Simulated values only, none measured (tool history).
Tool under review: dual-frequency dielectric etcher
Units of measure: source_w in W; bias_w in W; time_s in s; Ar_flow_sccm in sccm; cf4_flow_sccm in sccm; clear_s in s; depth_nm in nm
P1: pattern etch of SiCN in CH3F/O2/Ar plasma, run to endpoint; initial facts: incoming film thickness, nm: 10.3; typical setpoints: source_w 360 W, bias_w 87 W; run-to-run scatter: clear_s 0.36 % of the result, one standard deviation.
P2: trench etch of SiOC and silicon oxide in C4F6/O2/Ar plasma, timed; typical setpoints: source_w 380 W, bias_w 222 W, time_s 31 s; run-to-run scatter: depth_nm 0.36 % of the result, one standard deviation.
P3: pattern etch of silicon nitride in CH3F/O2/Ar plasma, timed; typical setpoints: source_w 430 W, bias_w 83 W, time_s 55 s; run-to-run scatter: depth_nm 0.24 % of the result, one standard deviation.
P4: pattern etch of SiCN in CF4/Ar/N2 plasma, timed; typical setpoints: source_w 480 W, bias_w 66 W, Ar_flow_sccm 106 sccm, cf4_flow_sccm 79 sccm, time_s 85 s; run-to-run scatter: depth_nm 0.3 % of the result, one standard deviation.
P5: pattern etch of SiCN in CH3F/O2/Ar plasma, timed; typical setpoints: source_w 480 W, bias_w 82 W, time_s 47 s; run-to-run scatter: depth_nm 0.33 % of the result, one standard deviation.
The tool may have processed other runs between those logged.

run     day  process  source_w  bias_w  time_s  Ar_flow_sccm  cf4_flow_sccm  clear_s  depth_nm
  1   0.454       P1       360      87                                        26.939
  2   0.875       P1       360      87                                        26.821
  3   1.275       P1       250      87                                        30.685
  4   1.612       P1       360      52                                        32.225
  5   1.912       P2       380     222      31                                          65.435
  6   2.138       P4       480      66      85            87             79             77.918
  7   2.454       P3       430      83      55                                          41.658
  8   2.688       P5       660      82      47                                          21.696
  9   3.021       P4       680      66      85           106             79             103.14
 10   3.433       P2       380     280      31                                          70.554
 11   3.717       P4       480      66      85           106             79             75.807
 12   4.075       P2       380     222      31                                           65.02
 13   4.358       P4       480      66      85           106             79             75.686
 14   4.729       P1       360      87                                        26.839
 15   5.025       P3       430      83      71                                          53.625
 16   5.304       P1       260     122                                        26.504
 17   5.721       P3       430      83      55                                          41.748
 18   5.958       P4       480      66    60.5           106             79             53.968
 19   6.221       P2       220     222      31                                           52.46
 20   6.675       P5       480      82      26                                          10.617
 21       7       P2       380     222      17                                          35.615
 22   7.429       P3       590      83      55                                          46.879
 23   7.667       P1       360     106                                        24.919
 24   8.042       P5       480      82      47                                          19.291
 25   8.396       P1       470      87                                        24.473
 26   8.621       P1       290      70                                        31.527
 27   9.062       P5       480      58      47                                          17.052
 28   9.288       P1       360      87                                        26.941
 29   9.496       P4       480      66      85           106            102             79.017
 30   9.862       P5       480      82      47                                          19.273
 31  10.171       P4       480      46      85           106             79              67.67
 32  10.571       P3       430      49      55                                          34.956
 33  10.996       P1       360      87                                        26.869
 34  11.258       P1       360      87                                        27.074
 35  11.704       P1       360      87                                        27.376
 36  11.912       P1       360      87                                        27.163
     11.929  -- wet clean of the chamber
 37  12.258       P1       360      87                                        27.471
 38  12.529       P1       360      87                                        27.281
 39  12.958       P1       360      87                                        27.427
 40  13.192       P1       360      87                                        27.289
 41  13.417       P1       360      87                                        27.467

P1 has crept away from where it was. The log is fitted equally well by each of these 2 causes, at the sizes shown:
A: bias power that arrives under what is set, % = 4.82
B: source power that arrives under what is set, % = 4.79
Onset of the creep was near day 10.996.
Other possible causes, and why each is ruled out:
chamber walls in a state that lowers the etch rate, %: serviced at day 11.929, which brought nothing back

Consider the 4 single-wafer check runs listed below, results given as question marks: which one distinguishes between the causes by giving clearly different results for each?
check 1  13.642       P2       230     222      20                                               ?
check 2  13.642       P4       670      66      85           106             79                  ?
check 3  13.642       P5       640      82      47                                               ?
check 4  13.642       P3       520      54      55                                               ?

What every check run would give for each of its results, assuming each possible cause in turn:
  check    result    if A    if B
check 1  depth_nm  34.069  34.008
check 2  depth_nm  100.13  97.423
check 3  depth_nm    21.1  21.073
check 4  depth_nm  38.249  38.103
Per check, the gap between the least separated pair of causes, taken in the result that splits them most: check 1 0.18 %; check 2 2.74 %; check 3 0.12 %; check 4 0.38 %
Only check 2 tells the causes apart: in the others they would give nearly the same result.

After running check 2, the following was obtained: depth_nm 97.125 nm. Which cause does this point to?

The cause is B: source power that arrives under what is set, %.

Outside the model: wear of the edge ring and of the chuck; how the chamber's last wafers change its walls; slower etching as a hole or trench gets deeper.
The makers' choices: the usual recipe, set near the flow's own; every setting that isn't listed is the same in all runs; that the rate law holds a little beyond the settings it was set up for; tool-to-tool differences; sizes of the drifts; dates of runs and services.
